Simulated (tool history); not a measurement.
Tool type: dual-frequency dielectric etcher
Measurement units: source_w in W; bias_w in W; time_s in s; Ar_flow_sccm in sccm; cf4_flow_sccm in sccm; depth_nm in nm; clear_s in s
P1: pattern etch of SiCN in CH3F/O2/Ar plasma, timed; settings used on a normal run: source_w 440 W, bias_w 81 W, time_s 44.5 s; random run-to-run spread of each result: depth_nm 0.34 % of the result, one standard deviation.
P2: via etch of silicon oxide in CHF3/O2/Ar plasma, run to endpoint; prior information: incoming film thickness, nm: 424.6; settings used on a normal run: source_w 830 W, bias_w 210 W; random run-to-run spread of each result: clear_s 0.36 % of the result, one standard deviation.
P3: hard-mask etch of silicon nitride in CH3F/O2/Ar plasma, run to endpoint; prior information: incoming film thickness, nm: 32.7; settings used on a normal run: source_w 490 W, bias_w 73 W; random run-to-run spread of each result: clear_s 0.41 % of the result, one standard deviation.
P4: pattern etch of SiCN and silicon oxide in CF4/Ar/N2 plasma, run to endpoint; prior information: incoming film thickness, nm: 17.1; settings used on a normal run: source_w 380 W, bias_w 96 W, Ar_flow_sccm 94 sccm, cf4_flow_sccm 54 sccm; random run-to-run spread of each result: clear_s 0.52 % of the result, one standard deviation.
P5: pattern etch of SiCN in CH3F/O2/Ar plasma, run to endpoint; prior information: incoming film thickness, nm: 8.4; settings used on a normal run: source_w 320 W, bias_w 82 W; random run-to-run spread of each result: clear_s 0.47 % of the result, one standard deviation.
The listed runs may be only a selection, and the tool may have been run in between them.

run   hour  process  source_w  bias_w  time_s  Ar_flow_sccm  cf4_flow_sccm  depth_nm  clear_s
  1    6.2       P1       440      81    44.5                                 17.947
  2    9.5       P5       320      82                                                  23.205
  3   13.8       P4       380     130                    94             54             18.805
  4     19       P5       320      56                                                   26.52
  5   25.2       P5       220      82                                                  26.715
  6   28.5       P2       830     210                                                  172.02
  7     34       P4       380      96                    94             40             21.852
  8   38.2       P1       440      81      32                                 12.991
  9   43.5       P4       380      96                    94             54             21.053
 10     49       P1       580      81    25.5                                 11.397
 11   54.9       P3       490      60                                                  47.996
 12     62       P1       440      81    44.5                                 18.005
 13   65.8       P2       830     210                                                   172.8
 14   73.2       P1       320      81    44.5                                 15.944
 15   76.8       P2       830     157                                                  190.13
 16   84.1       P1       440      81    44.5                                 18.069
      84.3  -- wet clean of the chamber
 17   90.9       P1       440      81    55.5                                 22.474
 18   97.2       P1       440      81    44.5                                 18.077
 19  104.5       P4       380      96                    94             54             21.006
 20  108.9       P1       440      81    44.5                                 17.886
 21  115.8       P5       320      82                                                  23.134
 22  121.3       P1       440      66    44.5                                 16.746
 23  128.6       P4       380      96                    60             54             19.703
 24  132.4       P3       490      73                                                  44.953
 25  137.8       P4       540      96                    94             54             15.378
 26  143.4       P3       340      73                                                  52.024
       146  -- bias power generator calibrated
 27  146.7       P1       600      81    44.5                                 20.272
 28  154.1       P1       440     100    44.5                                 19.279
 29  160.9       P2       640     210                                                  190.05
 30  168.4       P1       440      81    44.5                                 18.127
 31  172.8       P1       440      81    44.5                                 18.082
 32  176.7       P1       440      81    44.5                                  18.05
 33  180.5       P1       440      81    44.5                                  18.16
 34    188       P1       440      81    44.5                                 18.258
 35  192.4       P1       440      81    44.5                                 18.315
     196.4  -- wet clean of the chamber
 36  197.8       P1       440      81    44.5                                  18.36
 37  203.8       P1       440      81    44.5                                 18.319
 38  209.2       P1       440      81    44.5                                 18.447

Compared with where it was, what P1 gives has crept away. Each cause listed below fits the log as well as the rest, at the size given for it:
A: bias power that arrives over what is set, % = 4.94
B: source power that arrives over what is set, % = 4.77
The gradual shift began around hour 172.8.
Ruled out, with reasons:
chamber walls in a state that raises the etch rate, %: work on it at hour 196.4, done after the drift set in, did not restore what the process gave before

Each of the check runs listed below is run on 3 wafers and reports their average, with the results left as question marks. Pick the one under which the possible causes would lead to clearly different results.
check 1  214.6       P4       380      96                    94             54                  ?
check 2  214.6       P2       830     210                                                       ?
check 3  214.6       P5       320      82                                                       ?
check 4  214.6       P3       490      73                                                       ?

What each check would give under each cause:
  check   result    if A    if B
check 1  clear_s  20.639  20.177
check 2  clear_s  170.12  169.89
check 3  clear_s  22.752  22.764
check 4  clear_s  44.396  44.336
How far apart the two closest causes lie, in the result that separates them most: check 1 2.26 %; check 2 0.14 %; check 3 0.06 %; check 4 0.14 %
Check 1 distinguishes between the causes, while the remaining checks would return nearly the same result for all of them.

Check 1 has now been run. It gave: clear_s 20.631 s. Which of the candidate causes is it?

A is the cause: bias power that arrives over what is set, %.
